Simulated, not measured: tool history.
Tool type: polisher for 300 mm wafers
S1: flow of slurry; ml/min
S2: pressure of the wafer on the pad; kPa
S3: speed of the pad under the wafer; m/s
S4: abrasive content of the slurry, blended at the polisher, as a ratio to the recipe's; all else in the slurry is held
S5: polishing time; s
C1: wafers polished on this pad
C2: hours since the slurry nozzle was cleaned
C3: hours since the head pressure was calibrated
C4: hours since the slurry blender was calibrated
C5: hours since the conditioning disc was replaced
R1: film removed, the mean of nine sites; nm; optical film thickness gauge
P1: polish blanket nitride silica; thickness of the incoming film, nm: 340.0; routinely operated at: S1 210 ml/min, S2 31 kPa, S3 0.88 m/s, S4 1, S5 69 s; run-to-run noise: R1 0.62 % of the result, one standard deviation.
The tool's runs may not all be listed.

run 1 hour=10 | S1=210 S2=31 S3=0.88 S4=1 S5=69 | C1=669 C2=92.9 C3=761.8 C4=169.2 C5=73.9 | R1=50.831
run 2 hour=21.3 | S1=210 S2=31 S3=0.48 S4=1.25 S5=69 | C1=768 C2=104.2 C3=773.1 C4=180.5 C5=85.2 | R1=34.322
run 3 hour=27.3 | S1=210 S2=31 S3=0.88 S4=1 S5=69 | C1=821 C2=110.2 C3=779.1 C4=186.5 C5=91.2 | R1=50.165
run 4 hour=38 | S1=210 S2=31 S3=0.88 S4=1 S5=108 | C1=914 C2=120.9 C3=789.8 C4=197.2 C5=101.9 | R1=79.683
run 5 hour=49.8 | S1=210 S2=31 S3=0.62 S4=1.4 S5=69 | C1=1017 C2=132.7 C3=801.6 C4=209 C5=113.7 | R1=44.186
run 6 hour=60.4 | S1=270 S2=31 S3=0.52 S4=1 S5=69 | C1=1110 C2=143.3 C3=812.2 C4=219.6 C5=124.3 | R1=34.197
-- hour=68.6 slurry nozzle cleaned
run 7 hour=71.3 | S1=210 S2=31 S3=0.88 S4=1 S5=69 | C1=1205 C2=2.8 C3=823.1 C4=230.5 C5=135.2 | R1=50.417
run 8 hour=77.1 | S1=210 S2=20 S3=0.88 S4=1 S5=69 | C1=1256 C2=8.6 C3=828.9 C4=236.3 C5=141 | R1=32.623
run 9 hour=86.3 | S1=210 S2=31 S3=0.4 S4=1 S5=69 | C1=1336 C2=17.8 C3=838.1 C4=245.5 C5=150.2 | R1=26.877
run 10 hour=97.8 | S1=210 S2=31 S3=0.88 S4=1 S5=31 | C1=1437 C2=29.3 C3=849.6 C4=257 C5=161.7 | R1=22.825
run 11 hour=106.1 | S1=325 S2=31 S3=0.88 S4=1 S5=69 | C1=1509 C2=37.6 C3=857.9 C4=265.3 C5=170 | R1=52.307
run 12 hour=114.8 | S1=210 S2=31 S3=0.88 S4=1 S5=69 | C1=1585 C2=46.3 C3=866.6 C4=274 C5=178.7 | R1=50.901
run 13 hour=126.7 | S1=210 S2=31 S3=0.88 S4=0.75 S5=69 | C1=1689 C2=58.2 C3=878.5 C4=285.9 C5=190.6 | R1=43.741
run 14 hour=134.8 | S1=210 S2=42.7 S3=0.88 S4=1 S5=69 | C1=1760 C2=66.3 C3=886.6 C4=294 C5=198.7 | R1=69.452
run 15 hour=141.6 | S1=210 S2=31 S3=0.88 S4=1.5 S5=69 | C1=1819 C2=73.1 C3=893.4 C4=300.8 C5=205.5 | R1=60.019
run 16 hour=146.9 | S1=210 S2=31 S3=1.32 S4=1 S5=69 | C1=1866 C2=78.4 C3=898.7 C4=306.1 C5=210.8 | R1=70.277
run 17 hour=155.4 | S1=140 S2=31 S3=0.88 S4=1 S5=69 | C1=1940 C2=86.9 C3=907.2 C4=314.6 C5=219.3 | R1=47.511
run 18 hour=164.5 | S1=210 S2=31 S3=0.88 S4=1 S5=69 | C1=2020 C2=96 C3=916.3 C4=323.7 C5=228.4 | R1=50.59
run 19 hour=170.9 | S1=210 S2=31 S3=0.88 S4=1 S5=69 | C1=2076 C2=102.4 C3=922.7 C4=330.1 C5=234.8 | R1=48.047
run 20 hour=180.3 | S1=210 S2=31 S3=0.88 S4=1 S5=69 | C1=2158 C2=111.8 C3=932.1 C4=339.5 C5=244.2 | R1=46.436
-- hour=188.2 conditioning disc replaced and pad reconditioned
run 21 hour=188.5 | S1=210 S2=31 S3=0.88 S4=1 S5=69 | C1=2229 C2=120 C3=940.3 C4=347.7 C5=0.4 | R1=45.413
-- hour=199.9 slurry nozzle cleaned
run 22 hour=200.6 | S1=210 S2=31 S3=0.88 S4=1 S5=69 | C1=2335 C2=0.8 C3=952.4 C4=359.8 C5=12.5 | R1=44.653
-- hour=208.6 head pressure recalibrated
run 23 hour=209.5 | S1=210 S2=31 S3=0.88 S4=1 S5=69 | C1=2413 C2=9.7 C3=1 C4=368.7 C5=21.4 | R1=44.525
run 24 hour=216.1 | S1=210 S2=31 S3=0.88 S4=1 S5=69 | C1=2471 C2=16.3 C3=7.6 C4=375.3 C5=28 | R1=43.92

Estimate the outcome of run 25 from the log above:
run 25 hour=225 | S1=210 S2=31 S3=0.88 S4=1 S5=69 | C1=2548 C2=25.2 C3=16.5 C4=384.2 C5=36.9 | R1=?

R1: 44.01 nm
